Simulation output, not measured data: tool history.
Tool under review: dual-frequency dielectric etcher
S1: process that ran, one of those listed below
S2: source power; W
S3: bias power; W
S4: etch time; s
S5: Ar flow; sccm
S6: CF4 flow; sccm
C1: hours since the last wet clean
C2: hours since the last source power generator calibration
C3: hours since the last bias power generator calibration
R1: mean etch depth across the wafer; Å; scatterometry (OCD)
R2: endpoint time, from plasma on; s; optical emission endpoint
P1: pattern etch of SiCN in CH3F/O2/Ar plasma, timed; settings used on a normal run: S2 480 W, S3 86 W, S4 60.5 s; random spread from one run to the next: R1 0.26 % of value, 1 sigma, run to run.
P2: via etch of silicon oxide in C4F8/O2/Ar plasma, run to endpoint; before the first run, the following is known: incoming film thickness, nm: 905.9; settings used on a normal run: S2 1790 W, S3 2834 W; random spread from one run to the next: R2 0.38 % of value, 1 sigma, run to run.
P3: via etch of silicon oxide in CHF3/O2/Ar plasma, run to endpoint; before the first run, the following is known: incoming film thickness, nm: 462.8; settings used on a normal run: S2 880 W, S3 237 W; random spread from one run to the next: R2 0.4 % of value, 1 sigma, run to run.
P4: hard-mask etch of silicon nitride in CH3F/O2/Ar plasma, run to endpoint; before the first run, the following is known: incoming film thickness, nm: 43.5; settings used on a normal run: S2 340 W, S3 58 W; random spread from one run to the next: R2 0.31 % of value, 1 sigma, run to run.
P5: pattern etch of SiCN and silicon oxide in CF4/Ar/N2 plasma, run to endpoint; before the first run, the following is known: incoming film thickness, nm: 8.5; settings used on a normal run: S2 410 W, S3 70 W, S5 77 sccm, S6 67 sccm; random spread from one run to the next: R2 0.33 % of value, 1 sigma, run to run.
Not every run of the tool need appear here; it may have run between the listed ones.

run	hour	S1	S2	S3	S4	S5	S6	C1	C2	C3	R1	R2
1	9.4	P1	480	86	60.5			81.7	1051.2	1821.7	261.36	
2	18.8	P3	880	237				91.1	1060.6	1831.1		184.09
3	32.4	P1	480	56	88			104.7	1074.2	1844.7	327.78	
4	43.9	P1	670	86	86.5			116.2	1085.7	1856.2	425.17	
5	53	P1	390	86	60.5			125.3	1094.8	1865.3	243.02	
6	61.6	P1	480	86	60.5			133.9	1103.4	1873.9	262.49	
7	72.3	P4	340	58				144.6	1114.1	1884.6		71.311
8	87	P1	650	86	60.5			159.3	1128.8	1899.3	294.05	
9	96.9	P5	410	54		77	67	169.2	1138.7	1909.2		11.333
# hour 106.3: bias power generator calibrated
10	108.1	P4	440	58				180.4	1149.9	1.9		64.929
11	115.4	P1	620	56	60.5			187.7	1157.2	9.2	249.67	
12	125.7	P2	1790	2834				198	1167.5	19.5		167.81
13	133.3	P5	540	70		77	67	205.6	1175.1	27.1		8.1142
14	145	P4	340	71				217.3	1186.8	38.8		67.147
15	161.3	P2	1460	2834				233.6	1203.1	55.1		181.07
16	169.7	P1	480	121	60.5			242	1211.5	63.5	297.61	
17	185.9	P4	340	58				258.2	1227.7	79.7		71.675
18	193.4	P5	410	70		77	67	265.7	1235.2	87.2		10.445
19	202.8	P5	410	70		77	87	275.1	1244.6	96.6		10.091
20	218.5	P1	480	86	60.5			290.8	1260.3	112.3	260.62	
21	232.2	P1	480	86	60.5			304.5	1274	126	262.63	
22	239.5	P1	480	86	81.5			311.8	1281.3	133.3	352.47	
23	253.1	P1	480	86	44.5			325.4	1294.9	146.9	193.25	
24	263.8	P3	660	237				336.1	1305.6	157.6		205.62
25	276.8	P2	1790	2256				349.1	1318.6	170.6		179.78
26	287.7	P3	880	237				360	1329.5	181.5		182.67
27	301.8	P5	410	70		46	67	374.1	1343.6	195.6		9.729
28	316.4	P1	480	62	60.5			388.7	1358.2	210.2	233.8	
29	323.6	P3	880	192				395.9	1365.4	217.4		197.4
30	339	P1	480	86	60.5			411.3	1380.8	232.8	263.18	
31	354.2	P1	480	86	60.5			426.5	1396	248	263.06	
32	369.8	P1	480	86	60.5			442.1	1411.6	263.6	264.14	
33	382.8	P1	480	86	60.5			455.1	1424.6	276.6	264.29	
34	390.7	P1	480	86	60.5			463	1432.5	284.5	264.86	
35	400.3	P1	480	86	60.5			472.6	1442.1	294.1	263.69	
# hour 414.5: wet clean of the chamber
36	416.7	P1	480	86	60.5			2.2	1458.5	310.5	264.86	
37	424.3	P1	480	86	60.5			9.8	1466.1	318.1	265.02	
38	437.8	P1	480	86	60.5			23.3	1479.6	331.6	265.64	
39	453.2	P1	480	86	60.5			38.7	1495	347	265.22	
40	461.3	P1	480	86	60.5			46.8	1503.1	355.1	263.95	
41	473.1	P1	480	86	60.5			58.6	1514.9	366.9	265.16	
42	485.4	P1	480	86	60.5			70.9	1527.2	379.2	265.04	

The output of P1 has drifted from where it used to be. Each of the 2 causes below, taken at the size shown beside it, accounts for the log equally well:
A: bias power that arrives over what is set, % = 3.98
B: source power that arrives over what is set, % = 3.88
The drift started at roughly hour 354.2.
Other possible causes, and why each is ruled out:
chamber walls in a state that raises the etch rate, %: serviced at hour 414.5, after the drift had started, without restoring the earlier output

Of the 4 check runs below, each run on 2 wafers with the results averaged and each result still a question mark, which one would tell the listed causes apart?
check 1	497.7	P4	340	58								?
check 2	497.7	P3	880	237								?
check 3	497.7	P5	410	70		77	67					?
check 4	497.7	P2	1790	2834								?

What every check run would give for each of its results, assuming each possible cause in turn:
check	result	if A	if B
check 1	R2	70.601	70.484
check 2	R2	181.28	181.11
check 3	R2	10.308	10.095
check 4	R2	165.72	165.27
Minimum pairwise separation of causes per check, each pair taken at its best-separating result: check 1 0.17 %; check 2 0.09 %; check 3 2.09 %; check 4 0.27 %
Only in check 3 would the causes give clearly different results; in the remaining checks their results would be nearly the same.

Check 3 has now been run. It gave: R2 10.102 s. Which of the candidate causes is it?

It was cause B: source power that arrives over what is set, %.
